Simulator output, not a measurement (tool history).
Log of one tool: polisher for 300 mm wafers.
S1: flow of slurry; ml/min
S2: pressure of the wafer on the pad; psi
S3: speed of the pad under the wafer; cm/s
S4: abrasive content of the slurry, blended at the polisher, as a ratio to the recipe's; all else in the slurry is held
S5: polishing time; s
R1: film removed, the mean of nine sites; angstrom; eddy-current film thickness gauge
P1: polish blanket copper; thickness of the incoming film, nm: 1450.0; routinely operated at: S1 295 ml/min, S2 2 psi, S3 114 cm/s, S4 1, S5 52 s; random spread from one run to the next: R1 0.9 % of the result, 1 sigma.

run,day,S1,S2,S3,S4,S5,R1
1,0.375,295,2,114,1,52,1043.7
2,0.838,295,0.9,114,1,52,469.43
3,1.258,295,2,114,1,52,1047.5
4,1.546,295,3.1,114,1,52,1636.6
5,1.871,295,2,114,1,81,1614.6
6,2.167,175,2,114,1,52,980.85
7,2.479,295,2,114,0.75,52,987.56
8,2.733,295,2,150,1,52,1384.7
9,3.25,415,2,114,1,52,1069.3
10,3.612,295,2.8,164,1,52,2123.4
11,3.867,295,2,114,1,52,1052.7
12,4.304,295,2,114,1,52,1057.5
13,4.608,295,2,114,1.5,52,1136.7
14,5.121,295,2,114,1,38,755.21
15,5.554,295,2,74,1,52,678.14
16,5.85,295,2,114,1,52,1064
17,6.288,295,2,114,1,52,1053.7
18,6.754,295,2,114,1,52,1042.3
19,7.242,295,2,114,1,52,1013.6
20,7.775,295,2,114,1,52,1013.9
21,8.25,295,2,114,1,52,1014
22,8.529,295,2,114,1,52,1000.4
23,8.875,295,2,114,1,52,1001.9
# day 9.133: worn pad replaced by a new one
24,9.4,295,2,114,1,52,987.4
# day 9.517: head pressure recalibrated
25,9.917,295,2,114,1,52,994.55
26,10.317,295,2,114,1,52,986.69
27,10.792,295,2,114,1,52,977.98
28,11.079,295,2,114,1,52,983.49

What P1 gives has crept away from where it was. These 2 causes fit the log equally well, each at the size given:
A: slurry flow missing at the pad, % = 37.7
B: abrasive missing from the slurry, % = 22.8
At approximately day 6.754, the process output began to creep.
All other causes, with the reason each is excluded:
removal rate lost through wear of the pad, %: work on it at day 9.133, done after the drift set in, did not restore what the process gave before
head's pressure below its setpoint, %: work on it at day 9.517, done after the drift set in, did not restore what the process gave before

Which of the check runs below tells the causes apart, meaning the causes would give it clearly different results? Each run uses 5 wafers whose results are averaged, and each result is shown as a question mark.
check 1,11.367,175,2,114,1.45,52,?
check 2,11.367,295,1.1,114,1,52,?
check 3,11.367,295,2.9,114,1,52,?
check 4,11.367,295,2.7,114,1,52,?

How each check would come out, cause by cause:
check,result,if A,if B
check 1,R1,974.09,1005.8
check 2,R1,543.82,543.94
check 3,R1,1433.7,1434
check 4,R1,1334.8,1335.1
How far apart the two closest causes lie, in the result that separates them most: check 1 3.21 %; check 2 0.02 %; check 3 0.02 %; check 4 0.02 %
Of the check runs offered, only check 1 discriminates between the causes; the rest would read about the same regardless of which cause applies.

Check 1 was then run and gave: R1 1000.8 angstrom. Which cause is it?

Of the candidate causes, it is B: abrasive missing from the slurry, %.
